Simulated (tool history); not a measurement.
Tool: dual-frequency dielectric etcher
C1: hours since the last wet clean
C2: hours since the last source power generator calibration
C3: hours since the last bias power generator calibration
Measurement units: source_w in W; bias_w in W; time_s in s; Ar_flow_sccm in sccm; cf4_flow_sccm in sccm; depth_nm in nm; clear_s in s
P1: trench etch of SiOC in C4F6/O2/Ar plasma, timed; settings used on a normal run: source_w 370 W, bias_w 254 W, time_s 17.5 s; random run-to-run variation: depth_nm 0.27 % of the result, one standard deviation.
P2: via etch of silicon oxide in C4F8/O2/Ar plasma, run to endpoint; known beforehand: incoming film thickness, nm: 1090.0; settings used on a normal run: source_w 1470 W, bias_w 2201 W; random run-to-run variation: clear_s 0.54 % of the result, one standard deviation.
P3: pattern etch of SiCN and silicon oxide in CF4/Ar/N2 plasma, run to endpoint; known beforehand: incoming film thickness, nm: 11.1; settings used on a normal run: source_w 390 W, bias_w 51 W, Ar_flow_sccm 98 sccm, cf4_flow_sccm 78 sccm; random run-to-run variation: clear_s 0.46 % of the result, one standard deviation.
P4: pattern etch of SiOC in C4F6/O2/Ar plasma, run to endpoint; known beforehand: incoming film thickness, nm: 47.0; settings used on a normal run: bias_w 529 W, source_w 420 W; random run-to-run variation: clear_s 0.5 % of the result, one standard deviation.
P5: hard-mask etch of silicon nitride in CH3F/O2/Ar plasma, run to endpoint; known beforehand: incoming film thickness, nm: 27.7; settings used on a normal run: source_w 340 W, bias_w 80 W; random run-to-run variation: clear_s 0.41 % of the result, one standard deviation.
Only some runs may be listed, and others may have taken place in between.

run 1 day=0.4 | process=P1 source_w=370 bias_w=254 time_s=17.5 | C1=150.6 C2=221.9 C3=2432 | depth_nm=38.14
run 2 day=0.621 | process=P1 source_w=370 bias_w=254 time_s=17.5 | C1=155.9 C2=227.2 C3=2437.3 | depth_nm=38.242
run 3 day=0.821 | process=P1 source_w=370 bias_w=254 time_s=17.5 | C1=160.7 C2=232 C3=2442.1 | depth_nm=38.384
run 4 day=1.067 | process=P5 source_w=340 bias_w=113 | C1=166.6 C2=237.9 C3=2448 | clear_s=35.947
run 5 day=1.317 | process=P3 source_w=390 bias_w=51 Ar_flow_sccm=98 cf4_flow_sccm=78 | C1=172.6 C2=243.9 C3=2454 | clear_s=16.146
run 6 day=1.546 | process=P5 source_w=340 bias_w=80 | C1=178.1 C2=249.4 C3=2459.5 | clear_s=40.974
run 7 day=1.804 | process=P3 source_w=390 bias_w=30 Ar_flow_sccm=98 cf4_flow_sccm=78 | C1=184.3 C2=255.6 C3=2465.7 | clear_s=18.697
run 8 day=1.979 | process=P5 source_w=340 bias_w=80 | C1=188.5 C2=259.8 C3=2469.9 | clear_s=40.95
run 9 day=2.379 | process=P1 source_w=370 bias_w=254 time_s=23 | C1=198.1 C2=269.4 C3=2479.5 | depth_nm=50.29
run 10 day=2.571 | process=P3 source_w=390 bias_w=51 Ar_flow_sccm=98 cf4_flow_sccm=56 | C1=202.7 C2=274 C3=2484.1 | clear_s=17.146
run 11 day=2.792 | process=P1 source_w=430 bias_w=254 time_s=22 | C1=208 C2=279.3 C3=2489.4 | depth_nm=51.038
run 12 day=3.083 | process=P1 source_w=370 bias_w=254 time_s=17.5 | C1=215 C2=286.3 C3=2496.4 | depth_nm=38.131
run 13 day=3.475 | process=P4 source_w=290 bias_w=529 | C1=224.4 C2=295.7 C3=2505.8 | clear_s=17.636
run 14 day=3.8 | process=P2 source_w=1470 bias_w=2201 | C1=232.2 C2=303.5 C3=2513.6 | clear_s=233.73
run 15 day=4.117 | process=P2 source_w=1470 bias_w=2201 | C1=239.8 C2=311.1 C3=2521.2 | clear_s=234.13
run 16 day=4.425 | process=P5 source_w=210 bias_w=80 | C1=247.2 C2=318.5 C3=2528.6 | clear_s=48.604
run 17 day=4.596 | process=P2 source_w=1470 bias_w=1674 | C1=251.3 C2=322.6 C3=2532.7 | clear_s=253.94
run 18 day=4.783 | process=P3 source_w=390 bias_w=51 Ar_flow_sccm=98 cf4_flow_sccm=78 | C1=255.8 C2=327.1 C3=2537.2 | clear_s=16.18
-- day=4.879 source power generator calibrated
run 19 day=4.996 | process=P1 source_w=370 bias_w=254 time_s=14 | C1=260.9 C2=2.8 C3=2542.3 | depth_nm=30.503
run 20 day=5.221 | process=P4 source_w=420 bias_w=529 | C1=266.3 C2=8.2 C3=2547.7 | clear_s=15.41
run 21 day=5.546 | process=P1 source_w=250 bias_w=254 time_s=17.5 | C1=274.1 C2=16 C3=2555.5 | depth_nm=32.955
run 22 day=5.871 | process=P1 source_w=370 bias_w=333 time_s=17.5 | C1=281.9 C2=23.8 C3=2563.3 | depth_nm=41.916
run 23 day=6.242 | process=P3 source_w=390 bias_w=51 Ar_flow_sccm=73 cf4_flow_sccm=78 | C1=290.8 C2=32.7 C3=2572.2 | clear_s=15.575
run 24 day=6.471 | process=P1 source_w=370 bias_w=191 time_s=17.5 | C1=296.3 C2=38.2 C3=2577.7 | depth_nm=34.782
run 25 day=6.692 | process=P4 source_w=420 bias_w=308 | C1=301.6 C2=43.5 C3=2583 | clear_s=18.765
run 26 day=6.962 | process=P3 source_w=230 bias_w=51 Ar_flow_sccm=98 cf4_flow_sccm=78 | C1=308.1 C2=50 C3=2589.5 | clear_s=26.006
run 27 day=7.146 | process=P1 source_w=370 bias_w=254 time_s=17.5 | C1=312.5 C2=54.4 C3=2593.9 | depth_nm=38.301
run 28 day=7.329 | process=P2 source_w=990 bias_w=2201 | C1=316.9 C2=58.8 C3=2598.3 | clear_s=271.06
run 29 day=7.562 | process=P1 source_w=440 bias_w=254 time_s=17.5 | C1=322.5 C2=64.4 C3=2603.9 | depth_nm=40.794
run 30 day=7.85 | process=P1 source_w=370 bias_w=254 time_s=17.5 | C1=329.4 C2=71.3 C3=2610.8 | depth_nm=38.306
run 31 day=8.029 | process=P1 source_w=370 bias_w=254 time_s=17.5 | C1=333.7 C2=75.6 C3=2615.1 | depth_nm=38.489
run 32 day=8.279 | process=P1 source_w=370 bias_w=254 time_s=17.5 | C1=339.7 C2=81.6 C3=2621.1 | depth_nm=38.625
run 33 day=8.675 | process=P1 source_w=370 bias_w=254 time_s=17.5 | C1=349.2 C2=91.1 C3=2630.6 | depth_nm=38.591
run 34 day=9.062 | process=P1 source_w=370 bias_w=254 time_s=17.5 | C1=358.5 C2=100.4 C3=2639.9 | depth_nm=38.645
run 35 day=9.433 | process=P1 source_w=370 bias_w=254 time_s=17.5 | C1=367.4 C2=109.3 C3=2648.8 | depth_nm=38.831
-- day=9.454 wet clean of the chamber
run 36 day=9.817 | process=P1 source_w=370 bias_w=254 time_s=17.5 | C1=8.8 C2=118.5 C3=2658 | depth_nm=38.712
run 37 day=10.096 | process=P1 source_w=370 bias_w=254 time_s=17.5 | C1=15.5 C2=125.2 C3=2664.7 | depth_nm=38.628
run 38 day=10.392 | process=P1 source_w=370 bias_w=254 time_s=17.5 | C1=22.6 C2=132.3 C3=2671.8 | depth_nm=38.862
run 39 day=10.771 | process=P1 source_w=370 bias_w=254 time_s=17.5 | C1=31.7 C2=141.4 C3=2680.9 | depth_nm=38.85

What P1 gives has crept off from where it sat before. The 2 causes that follow fit the log equally well, each at the size noted:
A: bias power that arrives over what is set, % = 4.2
B: source power that arrives over what is set, % = 3.76
The onset of the drift is placed at about day 7.85.
Other possible causes, and why each is ruled out:
chamber walls in a state that raises the etch rate, %: serviced at day 9.454, after the drift had started, without restoring the earlier output

Which of the 4 check runs listed below, each an average over 2 wafers with its results shown as question marks, gives clearly different results under the different listed causes?
run check 1 day=11.15 | process=P2 source_w=1080 bias_w=2201 | clear_s=?
run check 2 day=11.15 | process=P5 source_w=230 bias_w=111 | clear_s=?
run check 3 day=11.15 | process=P4 source_w=330 bias_w=337 | clear_s=?
run check 4 day=11.15 | process=P3 source_w=390 bias_w=30 Ar_flow_sccm=76 cf4_flow_sccm=78 | clear_s=?

What each check would give under each cause:
check=check_1 result=clear_s if_A=259.59 if_B=259.1
check=check_2 result=clear_s if_A=41.079 if_B=41.178
check=check_3 result=clear_s if_A=19.751 if_B=19.767
check=check_4 result=clear_s if_A=17.829 if_B=17.42
Per check, the gap between the least separated pair of causes, taken in the result that splits them most: check 1 0.19 %; check 2 0.24 %; check 3 0.08 %; check 4 2.32 %
Check 4 tells the causes apart: in the others they would give nearly the same result.

Here is what check 4 returned: clear_s 17.43 s. Which cause is it?

B is the cause: source power that arrives over what is set, %.

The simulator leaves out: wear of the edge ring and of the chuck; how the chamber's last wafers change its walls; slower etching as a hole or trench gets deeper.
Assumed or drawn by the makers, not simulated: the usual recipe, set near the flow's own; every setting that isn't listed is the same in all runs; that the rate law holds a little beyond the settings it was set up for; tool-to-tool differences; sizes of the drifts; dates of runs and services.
